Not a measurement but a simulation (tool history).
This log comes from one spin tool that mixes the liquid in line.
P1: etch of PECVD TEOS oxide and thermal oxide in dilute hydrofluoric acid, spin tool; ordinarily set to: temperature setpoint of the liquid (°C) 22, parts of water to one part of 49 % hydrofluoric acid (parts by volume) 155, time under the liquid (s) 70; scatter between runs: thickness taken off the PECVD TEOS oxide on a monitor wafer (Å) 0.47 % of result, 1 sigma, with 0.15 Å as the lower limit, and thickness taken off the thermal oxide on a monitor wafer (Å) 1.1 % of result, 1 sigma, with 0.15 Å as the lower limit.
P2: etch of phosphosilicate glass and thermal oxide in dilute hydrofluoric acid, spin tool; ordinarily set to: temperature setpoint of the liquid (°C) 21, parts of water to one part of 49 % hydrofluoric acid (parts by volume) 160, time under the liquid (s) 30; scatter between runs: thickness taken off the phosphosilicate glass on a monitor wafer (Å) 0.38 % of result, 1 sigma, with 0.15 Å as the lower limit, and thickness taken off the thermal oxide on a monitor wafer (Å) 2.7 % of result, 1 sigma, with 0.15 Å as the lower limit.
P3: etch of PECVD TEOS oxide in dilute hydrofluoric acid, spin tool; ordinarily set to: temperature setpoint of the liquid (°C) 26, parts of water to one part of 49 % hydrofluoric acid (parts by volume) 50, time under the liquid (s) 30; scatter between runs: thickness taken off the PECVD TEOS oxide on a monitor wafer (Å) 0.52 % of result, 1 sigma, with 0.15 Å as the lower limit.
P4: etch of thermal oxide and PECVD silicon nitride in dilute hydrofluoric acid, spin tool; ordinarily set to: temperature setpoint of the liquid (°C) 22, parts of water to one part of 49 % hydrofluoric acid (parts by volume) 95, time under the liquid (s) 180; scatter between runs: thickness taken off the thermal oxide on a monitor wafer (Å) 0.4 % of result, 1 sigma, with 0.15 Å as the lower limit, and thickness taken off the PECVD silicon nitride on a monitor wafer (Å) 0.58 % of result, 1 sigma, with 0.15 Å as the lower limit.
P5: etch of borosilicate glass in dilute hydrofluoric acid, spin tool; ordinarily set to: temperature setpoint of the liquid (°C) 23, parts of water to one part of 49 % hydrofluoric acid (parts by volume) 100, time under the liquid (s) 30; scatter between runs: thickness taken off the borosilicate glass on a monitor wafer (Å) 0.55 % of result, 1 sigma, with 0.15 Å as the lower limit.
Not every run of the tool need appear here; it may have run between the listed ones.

run,hour,process that ran,temperature setpoint of the liquid (°C),parts of water to one part of 49 % hydrofluoric acid (parts by volume),time under the liquid (s),thickness taken off the PECVD TEOS oxide on a monitor wafer (Å),thickness taken off the thermal oxide on a monitor wafer (Å),thickness taken off the borosilicate glass on a monitor wafer (Å),thickness taken off the phosphosilicate glass on a monitor wafer (Å),thickness taken off the PECVD silicon nitride on a monitor wafer (Å)
1,18.8,P1,22,155,70,84.371,18.533,,,
2,28.2,P5,23,100,30,,,107.42,,
3,42.4,P2,27.5,160,30,,9.5066,,284.71,
4,51,P3,26,50,15,72.946,,,,
5,64.2,P3,26,50,30,147.22,,,,
6,74.8,P3,26,50,30,147.15,,,,
7,91,P2,21,160,15,,3.7692,,110.49,
8,103.8,P1,22,155,70,84.657,18.934,,,
9,116.9,P3,19,50,30,108.96,,,,
10,128.4,P1,22,155,15,18.251,4.236,,,
11,136.8,P4,22,30,180,,278.16,,,113.89
12,155.5,P5,23,150,30,,,67.797,,
13,175,P1,22,155,130,157.35,36.017,,,
14,189,P1,27.5,80,70,222.63,49.71,,,
15,207.1,P2,21,160,30,,7.7146,,221.84,
16,225.3,P4,22,95,180,,81.338,,,36.996
17,238.2,P1,22,155,70,84.504,18.935,,,
18,257.6,P2,21,160,30,,7.315,,221.49,
19,272.6,P1,22,240,20,14.65,2.9472,,,
20,283.9,P4,22,95,15,,6.6971,,,3.2016
21,297.2,P1,30.5,155,70,117.38,25.758,,,
22,316.7,P1,22,280,70,41.189,9.4707,,,
23,330.9,P3,26,90,30,77.911,,,,
24,342.4,P5,23,100,55,,,197.67,,
25,356.4,P5,26.5,100,30,,,124.44,,
26,371.7,P1,22,155,70,84.6,19.567,,,
27,386.5,P5,23,100,30,,,107.46,,
28,399.8,P2,21,250,30,,4.1241,,130.08,
29,415.4,P1,22,155,70,84.585,19.078,,,
30,425.5,P1,22,155,70,85.261,18.948,,,
31,436.8,P4,30,95,180,,111.18,,,61.744
32,445.6,P1,22,50,70,298.91,66.188,,,
33,460.1,P1,17.5,155,70,70.315,15.875,,,
34,477.6,P1,22,155,70,84.341,18.933,,,
35,495.7,P1,22,155,70,80.429,17.832,,,
36,504.6,P1,22,155,70,79.642,17.691,,,
37,515.6,P1,22,155,70,78.875,17.458,,,
38,525.3,P1,22,155,70,77.626,17.459,,,
39,541.1,P1,22,155,70,77.722,17.496,,,
40,560.2,P1,22,155,70,76.691,17.309,,,
41,575.5,P1,22,155,70,77.401,17.417,,,

P1 no longer gives what it gave before; its output has crept away from where it was. The following 2 causes, each at its listed size, fit the log equally well:
A: liquid colder than its thermometer reads (K) = 2.27
B: hydrofluoric acid flow below the setpoint (%) = 7.31
The creep began at about hour 477.6.

Which of the 4 check runs listed below separates the causes, so that each cause would produce a clearly different result? Each run uses one wafer, and its results are marked with question marks.
check 1,590.8,P4,22,95,180,,?,,,?
check 2,590.8,P2,21,160,30,,?,,?,
check 3,590.8,P5,23,100,30,,,?,,
check 4,590.8,P3,26,50,30,?,,,,

Outcome of each check run for each possible cause:
check,result,if A,if B
check 1,thickness taken off the thermal oxide on a monitor wafer (Å),74.333,74.941
check 1,thickness taken off the PECVD silicon nitride on a monitor wafer (Å),31.708,34.324
check 2,thickness taken off the thermal oxide on a monitor wafer (Å),6.7188,6.7242
check 2,thickness taken off the phosphosilicate glass on a monitor wafer (Å),202.34,202.51
check 3,thickness taken off the borosilicate glass on a monitor wafer (Å),98.351,98.976
check 4,thickness taken off the PECVD TEOS oxide on a monitor wafer (Å),133.66,135.2
Gap, in per cent, between the two causes that each check separates least, read from the result that separates them most: check 1 7.93 %; check 2 0.08 %; check 3 0.63 %; check 4 1.15 %
Only in check 1 would the causes give clearly different results; in the remaining checks their results would be nearly the same.

Check 1 was then run and gave: thickness taken off the thermal oxide on a monitor wafer (Å) 74.78; thickness taken off the PECVD silicon nitride on a monitor wafer (Å) 31.675. Which cause is it?

The correct cause is A, namely: liquid colder than its thermometer reads (K).

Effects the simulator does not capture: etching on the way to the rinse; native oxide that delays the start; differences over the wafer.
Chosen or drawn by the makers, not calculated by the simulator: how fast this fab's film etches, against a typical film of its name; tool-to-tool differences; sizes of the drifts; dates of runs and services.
